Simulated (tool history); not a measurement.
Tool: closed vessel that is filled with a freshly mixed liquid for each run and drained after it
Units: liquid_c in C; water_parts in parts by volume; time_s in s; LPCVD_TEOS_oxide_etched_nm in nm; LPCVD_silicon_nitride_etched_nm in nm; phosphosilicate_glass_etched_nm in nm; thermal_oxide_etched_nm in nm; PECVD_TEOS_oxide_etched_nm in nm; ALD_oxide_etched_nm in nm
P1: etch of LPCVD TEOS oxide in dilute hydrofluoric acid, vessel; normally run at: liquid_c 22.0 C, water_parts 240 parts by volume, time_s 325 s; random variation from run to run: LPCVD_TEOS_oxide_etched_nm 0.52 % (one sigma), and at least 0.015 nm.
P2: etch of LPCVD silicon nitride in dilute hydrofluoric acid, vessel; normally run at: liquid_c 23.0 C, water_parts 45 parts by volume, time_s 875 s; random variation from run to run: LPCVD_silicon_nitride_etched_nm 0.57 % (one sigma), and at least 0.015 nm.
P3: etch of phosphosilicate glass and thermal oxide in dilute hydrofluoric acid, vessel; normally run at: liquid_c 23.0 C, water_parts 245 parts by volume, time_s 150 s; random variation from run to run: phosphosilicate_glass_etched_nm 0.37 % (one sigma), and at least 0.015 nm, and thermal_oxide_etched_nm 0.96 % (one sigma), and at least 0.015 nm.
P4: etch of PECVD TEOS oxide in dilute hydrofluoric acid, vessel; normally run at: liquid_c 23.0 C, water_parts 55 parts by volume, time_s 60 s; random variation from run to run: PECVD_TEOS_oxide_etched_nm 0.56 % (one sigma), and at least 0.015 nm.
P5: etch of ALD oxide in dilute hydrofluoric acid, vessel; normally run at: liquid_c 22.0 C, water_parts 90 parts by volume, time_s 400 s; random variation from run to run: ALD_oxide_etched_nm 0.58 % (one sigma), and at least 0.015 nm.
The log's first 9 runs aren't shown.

| run | hour | process | liquid_c | water_parts | time_s | hours since the thermometer was replaced | hours since the hydrofluoric acid flow meter was replaced | LPCVD_TEOS_oxide_etched_nm | LPCVD_silicon_nitride_etched_nm | phosphosilicate_glass_etched_nm | thermal_oxide_etched_nm | PECVD_TEOS_oxide_etched_nm | ALD_oxide_etched_nm |
|---|---|---|---|---|---|---|---|---|---|---|---|---|---|
| 10 | 44.2 | P1 | 27.5 | 240 | 325 | 540.3 | 695.0 | 27.6110 |  |  |  |  |  |
| 11 | 49.8 | P1 | 22.0 | 240 | 325 | 545.9 | 700.6 | 22.5260 |  |  |  |  |  |
| 12 | 54.1 | P1 | 22.0 | 240 | 325 | 550.2 | 704.9 | 22.6080 |  |  |  |  |  |
| 13 | 57.9 | P1 | 22.0 | 80 | 120 | 554.0 | 708.7 | 29.7740 |  |  |  |  |  |
| 14 | 62.9 | P1 | 22.0 | 240 | 325 | 559.0 | 713.7 | 22.7700 |  |  |  |  |  |
| 15 | 66.2 | P1 | 17.0 | 240 | 325 | 562.3 | 717.0 | 18.7790 |  |  |  |  |  |
| 16 | 70.9 | P1 | 22.0 | 330 | 595 | 567.0 | 721.7 | 27.5710 |  |  |  |  |  |
| 17 | 74.2 | P1 | 22.0 | 240 | 505 | 570.3 | 725.0 | 35.2510 |  |  |  |  |  |
| 18 | 78.1 | P4 | 23.0 | 105 | 60 | 574.2 | 728.9 |  |  |  |  | 5.3990 |  |
| 19 | 82.5 | P3 | 23.0 | 245 | 150 | 578.6 | 733.3 |  |  | 29.7690 | 2.34420 |  |  |
| 20 | 88.5 | P4 | 29.5 | 55 | 60 | 584.6 | 739.3 |  |  |  |  | 14.2550 |  |
| 21 | 93.1 | P2 | 27.5 | 45 | 875 | 589.2 | 743.9 |  | 10.1640 |  |  |  |  |
|  | 98.4 | thermometer replaced |
| 22 | 99.2 | P2 | 23.0 | 45 | 125 | 0.9 | 750.0 |  | 1.0797 |  |  |  |  |
| 23 | 105.4 | P5 | 22.0 | 90 | 400 | 7.1 | 756.2 |  |  |  |  |  | 40.420 |
| 24 | 109.7 | P3 | 17.0 | 245 | 150 | 11.4 | 760.5 |  |  | 23.8920 | 1.85300 |  |  |
| 25 | 115.3 | P5 | 26.5 | 90 | 400 | 17.0 | 766.1 |  |  |  |  |  | 48.583 |
| 26 | 119.3 | P5 | 22.0 | 155 | 400 | 21.0 | 770.1 |  |  |  |  |  | 21.873 |
| 27 | 124.9 | P1 | 22.0 | 240 | 80 | 26.6 | 775.7 | 5.5693 |  |  |  |  |  |
| 28 | 129.9 | P1 | 22.0 | 410 | 590 | 31.6 | 780.7 | 20.4470 |  |  |  |  |  |
| 29 | 133.9 | P5 | 22.0 | 90 | 105 | 35.6 | 784.7 |  |  |  |  |  | 10.614 |
| 30 | 137.0 | P4 | 23.0 | 55 | 30 | 38.7 | 787.8 |  |  |  |  | 5.4595 |  |
| 31 | 143.0 | P1 | 22.0 | 240 | 325 | 44.7 | 793.8 | 22.7220 |  |  |  |  |  |

Forecast run 32:
| 32 | 148.3 | P1 | 22.0 | 240 | 325 | 50.0 | 799.1 | ? |  |  |  |  |  |

Run 32 gave LPCVD_TEOS_oxide_etched_nm 22.7150 nm.

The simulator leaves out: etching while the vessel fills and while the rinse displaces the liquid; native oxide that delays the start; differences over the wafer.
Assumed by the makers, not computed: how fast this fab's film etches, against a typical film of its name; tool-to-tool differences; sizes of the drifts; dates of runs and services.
